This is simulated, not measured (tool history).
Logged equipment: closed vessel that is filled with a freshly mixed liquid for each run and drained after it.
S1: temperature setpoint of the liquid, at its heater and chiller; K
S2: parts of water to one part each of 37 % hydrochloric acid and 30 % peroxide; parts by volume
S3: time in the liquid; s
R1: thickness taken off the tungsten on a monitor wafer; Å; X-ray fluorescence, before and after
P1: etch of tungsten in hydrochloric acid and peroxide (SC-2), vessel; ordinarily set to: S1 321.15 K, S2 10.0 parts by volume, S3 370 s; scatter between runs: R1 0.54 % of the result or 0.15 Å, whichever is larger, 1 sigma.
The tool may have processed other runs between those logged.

run 1 day=0.175 | S1=321.15 S2=10.0 S3=370 | R1=495.430
run 2 day=0.458 | S1=308.15 S2=10.0 S3=370 | R1=198.810
run 3 day=0.617 | S1=321.15 S2=10.0 S3=30 | R1=39.884
run 4 day=0.796 | S1=329.15 S2=4.0 S3=370 | R1=1687.300
run 5 day=1.092 | S1=335.65 S2=10.0 S3=370 | R1=1270.300
run 6 day=1.396 | S1=321.15 S2=10.0 S3=370 | R1=496.260
run 7 day=1.538 | S1=321.15 S2=4.0 S3=370 | R1=986.100
run 8 day=1.746 | S1=321.15 S2=10.0 S3=370 | R1=498.580
run 9 day=2.058 | S1=311.65 S2=17.5 S3=370 | R1=158.470
run 10 day=2.233 | S1=321.15 S2=10.0 S3=730 | R1=983.230
run 11 day=2.475 | S1=321.15 S2=10.0 S3=370 | R1=496.850
run 12 day=2.767 | S1=321.15 S2=18.0 S3=370 | R1=297.520
run 13 day=2.996 | S1=321.15 S2=10.0 S3=370 | R1=501.050
run 14 day=3.229 | S1=321.15 S2=10.0 S3=370 | R1=495.950

Forecast run 15:
run 15 day=3.529 | S1=321.15 S2=10.0 S3=370 | R1=?

Run 15 produced R1 496.430 Å.
